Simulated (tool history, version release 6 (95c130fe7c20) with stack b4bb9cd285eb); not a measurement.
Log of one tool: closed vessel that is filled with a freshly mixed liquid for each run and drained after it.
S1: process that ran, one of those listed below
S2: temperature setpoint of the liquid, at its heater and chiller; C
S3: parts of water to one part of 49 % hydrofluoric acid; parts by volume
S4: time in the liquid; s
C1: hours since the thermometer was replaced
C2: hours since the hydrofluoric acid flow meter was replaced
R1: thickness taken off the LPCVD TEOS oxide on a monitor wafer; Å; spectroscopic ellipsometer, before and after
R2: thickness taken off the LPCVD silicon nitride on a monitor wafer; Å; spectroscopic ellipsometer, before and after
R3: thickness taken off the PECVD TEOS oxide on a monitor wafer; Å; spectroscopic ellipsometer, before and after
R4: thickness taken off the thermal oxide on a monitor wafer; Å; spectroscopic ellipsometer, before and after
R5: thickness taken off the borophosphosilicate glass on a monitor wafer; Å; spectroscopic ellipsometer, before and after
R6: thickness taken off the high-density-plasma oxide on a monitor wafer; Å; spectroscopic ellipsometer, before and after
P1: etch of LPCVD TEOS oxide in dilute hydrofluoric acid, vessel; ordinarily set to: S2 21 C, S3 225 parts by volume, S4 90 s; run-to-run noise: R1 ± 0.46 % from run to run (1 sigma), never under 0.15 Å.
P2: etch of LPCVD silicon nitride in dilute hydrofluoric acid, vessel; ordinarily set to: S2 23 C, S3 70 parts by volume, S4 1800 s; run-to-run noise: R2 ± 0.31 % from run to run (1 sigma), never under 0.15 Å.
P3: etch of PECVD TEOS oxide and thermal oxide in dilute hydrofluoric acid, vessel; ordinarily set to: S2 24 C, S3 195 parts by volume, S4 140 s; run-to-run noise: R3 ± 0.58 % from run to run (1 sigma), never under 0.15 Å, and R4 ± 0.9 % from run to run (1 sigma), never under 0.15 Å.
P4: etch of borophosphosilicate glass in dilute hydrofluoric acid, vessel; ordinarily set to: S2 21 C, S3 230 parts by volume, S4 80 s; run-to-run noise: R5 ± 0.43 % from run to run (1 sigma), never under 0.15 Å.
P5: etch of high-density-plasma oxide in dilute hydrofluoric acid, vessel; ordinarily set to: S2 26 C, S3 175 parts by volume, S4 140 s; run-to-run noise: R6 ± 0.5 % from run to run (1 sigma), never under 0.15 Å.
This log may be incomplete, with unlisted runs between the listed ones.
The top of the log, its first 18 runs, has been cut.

Run 19, hour 120.3: S1 P2, S2 18.5 C, S3 70 parts by volume, S4 1800 s; C1 1497.2; C2 526.1. Result: R2 79.34 Å.
Run 20, hour 127.5: S1 P5, S2 26 C, S3 175 parts by volume, S4 140 s; C1 1504.4; C2 533.3. Result: R6 45.54 Å.
Run 21, hour 134.5: S1 P5, S2 34 C, S3 175 parts by volume, S4 140 s; C1 1511.4; C2 540.3. Result: R6 60.717 Å.
Run 22, hour 140.1: S1 P3, S2 18 C, S3 195 parts by volume, S4 140 s; C1 1517; C2 545.9. Result: R3 103.69 Å, R4 23.432 Å.
Run 23, hour 146.7: S1 P4, S2 21 C, S3 230 parts by volume, S4 30 s; C1 1523.6; C2 552.5. Result: R5 47.177 Å.
Run 24, hour 153.4: S1 P1, S2 17 C, S3 225 parts by volume, S4 90 s; C1 1530.3; C2 559.2. Result: R1 77.991 Å.
Run 25, hour 160.8: S1 P3, S2 24 C, S3 195 parts by volume, S4 140 s; C1 1537.7; C2 566.6. Result: R3 130.89 Å, R4 30.158 Å.
Run 26, hour 165.3: S1 P5, S2 26 C, S3 175 parts by volume, S4 30 s; C1 1542.2; C2 571.1. Result: R6 9.6429 Å.
Run 27, hour 172.9: S1 P1, S2 21 C, S3 225 parts by volume, S4 90 s; C1 1549.8; C2 578.7. Result: R1 90.995 Å.
Run 28, hour 179.1: S1 P3, S2 24 C, S3 325 parts by volume, S4 140 s; C1 1556; C2 584.9. Result: R3 68.915 Å, R4 15.551 Å.
Run 29, hour 185.2: S1 P1, S2 21 C, S3 295 parts by volume, S4 130 s; C1 1562.1; C2 591. Result: R1 93.928 Å.
Run 30, hour 189.8: S1 P2, S2 23 C, S3 120 parts by volume, S4 1800 s; C1 1566.7; C2 595.6. Result: R2 64.523 Å.
Run 31, hour 193.9: S1 P2, S2 23 C, S3 70 parts by volume, S4 1800 s; C1 1570.8; C2 599.7. Result: R2 108.83 Å.
Run 32, hour 202: S1 P1, S2 21 C, S3 225 parts by volume, S4 90 s; C1 1578.9; C2 607.8. Result: R1 91.122 Å.
Run 33, hour 206.3: S1 P1, S2 21 C, S3 225 parts by volume, S4 90 s; C1 1583.2; C2 612.1. Result: R1 89.212 Å.
Run 34, hour 211.8: S1 P1, S2 21 C, S3 225 parts by volume, S4 90 s; C1 1588.7; C2 617.6. Result: R1 88.833 Å.
Run 35, hour 219.8: S1 P1, S2 21 C, S3 225 parts by volume, S4 90 s; C1 1596.7; C2 625.6. Result: R1 86.311 Å.
Run 36, hour 228.1: S1 P1, S2 21 C, S3 225 parts by volume, S4 90 s; C1 1605; C2 633.9. Result: R1 85.018 Å.
Run 37, hour 233.9: S1 P1, S2 21 C, S3 225 parts by volume, S4 90 s; C1 1610.8; C2 639.7. Result: R1 84.618 Å.
Run 38, hour 238.3: S1 P1, S2 21 C, S3 225 parts by volume, S4 90 s; C1 1615.2; C2 644.1. Result: R1 84.842 Å.
Run 39, hour 242.7: S1 P1, S2 21 C, S3 225 parts by volume, S4 90 s; C1 1619.6; C2 648.5. Result: R1 84.717 Å.
Run 40, hour 249.5: S1 P1, S2 21 C, S3 225 parts by volume, S4 90 s; C1 1626.4; C2 655.3. Result: R1 83.441 Å.
Run 41, hour 257.7: S1 P1, S2 21 C, S3 225 parts by volume, S4 90 s; C1 1634.6; C2 663.5. Result: R1 83.373 Å.
Run 42, hour 264.8: S1 P1, S2 21 C, S3 225 parts by volume, S4 90 s; C1 1641.7; C2 670.6. Result: R1 83.483 Å.

Estimate the outcome of run 43 from the log above:
Run 43, hour 272.3: S1 P1, S2 21 C, S3 225 parts by volume, S4 90 s; C1 1649.2; C2 678.1. Result: R1 ?.

{"run 43": {"R1": 83.106}}

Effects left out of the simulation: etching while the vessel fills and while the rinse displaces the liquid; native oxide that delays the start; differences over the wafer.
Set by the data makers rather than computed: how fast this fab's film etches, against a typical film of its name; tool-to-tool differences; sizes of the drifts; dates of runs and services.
